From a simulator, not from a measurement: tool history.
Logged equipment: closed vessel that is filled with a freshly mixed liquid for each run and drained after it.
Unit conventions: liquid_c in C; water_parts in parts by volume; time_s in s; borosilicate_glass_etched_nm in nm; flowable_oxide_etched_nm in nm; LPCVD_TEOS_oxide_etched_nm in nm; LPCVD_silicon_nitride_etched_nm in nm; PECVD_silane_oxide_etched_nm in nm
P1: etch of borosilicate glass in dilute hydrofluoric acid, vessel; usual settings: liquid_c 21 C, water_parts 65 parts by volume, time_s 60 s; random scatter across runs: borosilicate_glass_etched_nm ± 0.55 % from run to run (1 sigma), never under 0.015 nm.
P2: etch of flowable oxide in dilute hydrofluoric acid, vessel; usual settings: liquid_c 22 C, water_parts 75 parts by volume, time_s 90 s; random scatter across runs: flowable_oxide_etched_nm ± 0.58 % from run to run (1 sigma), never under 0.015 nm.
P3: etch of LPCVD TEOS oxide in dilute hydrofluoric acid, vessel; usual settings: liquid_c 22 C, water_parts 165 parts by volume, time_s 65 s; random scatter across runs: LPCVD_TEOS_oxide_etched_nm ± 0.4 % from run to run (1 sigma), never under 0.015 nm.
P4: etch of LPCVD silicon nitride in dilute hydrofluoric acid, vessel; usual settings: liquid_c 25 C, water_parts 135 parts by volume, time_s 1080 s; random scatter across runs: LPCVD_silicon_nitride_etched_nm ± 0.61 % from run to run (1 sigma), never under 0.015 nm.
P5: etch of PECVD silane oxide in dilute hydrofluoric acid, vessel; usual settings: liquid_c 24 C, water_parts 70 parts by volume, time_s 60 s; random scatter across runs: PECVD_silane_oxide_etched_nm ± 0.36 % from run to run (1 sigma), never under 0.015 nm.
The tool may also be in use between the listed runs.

run,hour,process,liquid_c,water_parts,time_s,borosilicate_glass_etched_nm,flowable_oxide_etched_nm,LPCVD_TEOS_oxide_etched_nm,LPCVD_silicon_nitride_etched_nm,PECVD_silane_oxide_etched_nm
1,7,P1,21,65,60,32.278,,,,
2,11.5,P1,21,65,60,32.088,,,,
3,17.1,P1,21,115,60,17.217,,,,
4,22.5,P1,28,65,60,42.657,,,,
5,29,P1,21,65,60,32.421,,,,
6,34,P2,22,75,30,,16.463,,,
7,38.8,P3,22,70,65,,,36.408,,
8,47.2,P4,25,135,1080,,,,4.8126,
9,54.5,P4,25,135,1080,,,,4.8056,
10,62.4,P3,28,165,65,,,17.516,,
11,70.4,P2,28.5,75,90,,63.767,,,
12,77.7,P3,22,165,65,,,14.031,,
13,83,P1,21,65,60,32.447,,,,
14,87.8,P1,21,65,115,61.446,,,,
15,93.8,P1,21,65,60,32.046,,,,
16,100.8,P2,22,75,90,,49.413,,,
17,107.4,P1,21,45,30,23.823,,,,
18,113.8,P5,24,70,60,,,,,14.181
19,118.5,P5,24,30,60,,,,,34.778
20,127.6,P5,17.5,70,60,,,,,10.766
21,135.1,P5,24,70,60,,,,,14.174
22,140.6,P1,17,65,60,27.265,,,,
23,145.9,P2,22,75,90,,48.822,,,
24,150.1,P2,22,125,90,,27.953,,,
25,154.7,P1,21,65,35,18.84,,,,
26,162.3,P5,24,70,30,,,,,7.0989
27,167,P4,31,135,1080,,,,6.9944,
28,176.4,P4,25,135,1850,,,,8.2506,
29,184.2,P1,21,65,60,32.368,,,,
30,188.7,P3,22,165,30,,,6.3917,,
31,194.9,P4,25,220,1080,,,,2.9697,
32,203.9,P1,21,40,60,53.829,,,,
33,212.6,P1,21,65,60,32.277,,,,
34,221.4,P1,21,65,60,30.577,,,,
35,227.1,P1,21,65,60,30.303,,,,
36,231.2,P1,21,65,60,30.32,,,,
37,236.3,P1,21,65,60,30.051,,,,
38,245.7,P1,21,65,60,29.941,,,,
39,254.2,P1,21,65,60,30.027,,,,

The output of P1 has drifted from where it used to be. Each of the 2 causes below, taken at the size shown beside it, accounts for the log equally well:
A: hydrofluoric acid flow below the setpoint (%) = 6.59
B: liquid colder than its thermometer reads (K) = 1.76
Creep in the process output first set in at about hour 212.6.

Listed below are the offered check runs, one wafer per run, with question marks in place of results. For which of them would the causes give clearly different outcomes?
check 1,262.7,P3,22,105,35,,,?,,
check 2,262.7,P5,19.5,70,30,,,,,?
check 3,262.7,P2,28,75,90,,?,,,
check 4,262.7,P4,25,135,1755,,,,?,

Predicted outcomes, by check and by cause:
check,result,if A,if B
check 1,LPCVD_TEOS_oxide_etched_nm,11.644,11.708
check 2,PECVD_silane_oxide_etched_nm,5.4611,5.4572
check 3,flowable_oxide_etched_nm,58.389,58.763
check 4,LPCVD_silicon_nitride_etched_nm,7.3441,7.0106
Distance between the nearest two causes, measured in the result of the check that separates them most: check 1 0.54 %; check 2 0.07 %; check 3 0.64 %; check 4 4.65 %
Only in check 4 would the causes give clearly different results; in the remaining checks their results would be nearly the same.

Check 4 was then run and gave: LPCVD_silicon_nitride_etched_nm 7.0094 nm. Which cause is it?

It is B: liquid colder than its thermometer reads (K).
